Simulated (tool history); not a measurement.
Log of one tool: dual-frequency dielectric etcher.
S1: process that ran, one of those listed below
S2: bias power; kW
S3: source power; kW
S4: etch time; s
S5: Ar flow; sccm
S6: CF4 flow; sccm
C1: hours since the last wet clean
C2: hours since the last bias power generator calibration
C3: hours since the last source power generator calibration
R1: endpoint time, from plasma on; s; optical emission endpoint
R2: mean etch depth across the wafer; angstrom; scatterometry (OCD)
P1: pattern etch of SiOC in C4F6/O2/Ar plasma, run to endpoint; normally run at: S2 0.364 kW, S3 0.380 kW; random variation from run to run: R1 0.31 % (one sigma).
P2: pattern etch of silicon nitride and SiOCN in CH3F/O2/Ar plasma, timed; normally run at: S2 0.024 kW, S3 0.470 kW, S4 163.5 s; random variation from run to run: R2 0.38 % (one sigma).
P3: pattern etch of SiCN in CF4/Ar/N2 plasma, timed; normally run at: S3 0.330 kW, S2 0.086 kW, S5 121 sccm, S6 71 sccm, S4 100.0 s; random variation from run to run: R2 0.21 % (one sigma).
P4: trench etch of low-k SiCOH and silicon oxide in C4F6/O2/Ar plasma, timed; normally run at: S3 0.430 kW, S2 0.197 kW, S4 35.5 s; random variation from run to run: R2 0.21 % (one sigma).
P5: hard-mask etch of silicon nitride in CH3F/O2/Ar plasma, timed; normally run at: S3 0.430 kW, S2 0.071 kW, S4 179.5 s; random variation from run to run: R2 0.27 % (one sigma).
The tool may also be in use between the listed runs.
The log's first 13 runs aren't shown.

Run 14, hour 95.8: S1 P4, S2 0.197 kW, S3 0.430 kW, S4 27.0 s; C1 424.4; C2 2321.1; C3 3069.0. Result: R2 914.59 angstrom.
Run 15, hour 103.4: S1 P3, S2 0.086 kW, S3 0.330 kW, S4 100.0 s, S5 171 sccm, S6 71 sccm; C1 432.0; C2 2328.7; C3 3076.6. Result: R2 622.15 angstrom.
Run 16, hour 112.6: S1 P5, S2 0.071 kW, S3 0.430 kW, S4 123.5 s; C1 441.2; C2 2337.9; C3 3085.8. Result: R2 925.12 angstrom.
Run 17, hour 117.1: S1 P5, S2 0.071 kW, S3 0.430 kW, S4 179.5 s; C1 445.7; C2 2342.4; C3 3090.3. Result: R2 1335.50 angstrom.
Run 18, hour 124.6: S1 P3, S2 0.086 kW, S3 0.330 kW, S4 100.0 s, S5 121 sccm, S6 71 sccm; C1 453.2; C2 2349.9; C3 3097.8. Result: R2 656.37 angstrom.
Run 19, hour 130.1: S1 P3, S2 0.086 kW, S3 0.330 kW, S4 141.0 s, S5 121 sccm, S6 71 sccm; C1 458.7; C2 2355.4; C3 3103.3. Result: R2 923.61 angstrom.
Run 20, hour 138.0: S1 P1, S2 0.364 kW, S3 0.380 kW; C1 466.6; C2 2363.3; C3 3111.2. Result: R1 9.6234 s.
Run 21, hour 144.7: S1 P2, S2 0.024 kW, S3 0.470 kW, S4 163.5 s; C1 473.3; C2 2370.0; C3 3117.9. Result: R2 239.19 angstrom.
Run 22, hour 152.1: S1 P3, S2 0.060 kW, S3 0.330 kW, S4 100.0 s, S5 121 sccm, S6 71 sccm; C1 480.7; C2 2377.4; C3 3125.3. Result: R2 575.48 angstrom.
Run 23, hour 158.8: S1 P1, S2 0.513 kW, S3 0.380 kW; C1 487.4; C2 2384.1; C3 3132.0. Result: R1 8.5128 s.
Run 24, hour 163.7: S1 P5, S2 0.057 kW, S3 0.430 kW, S4 179.5 s; C1 492.3; C2 2389.0; C3 3136.9. Result: R2 1240.20 angstrom.
Run 25, hour 172.0: S1 P1, S2 0.364 kW, S3 0.250 kW; C1 500.6; C2 2397.3; C3 3145.2. Result: R1 11.2470 s.

The next listed run, before its measurement:
Run 26, hour 179.8: S1 P4, S2 0.197 kW, S3 0.600 kW, S4 35.5 s; C1 508.4; C2 2405.1; C3 3153.0. Result: R2 ?.

Run 26 gave R2 1380.90 angstrom.
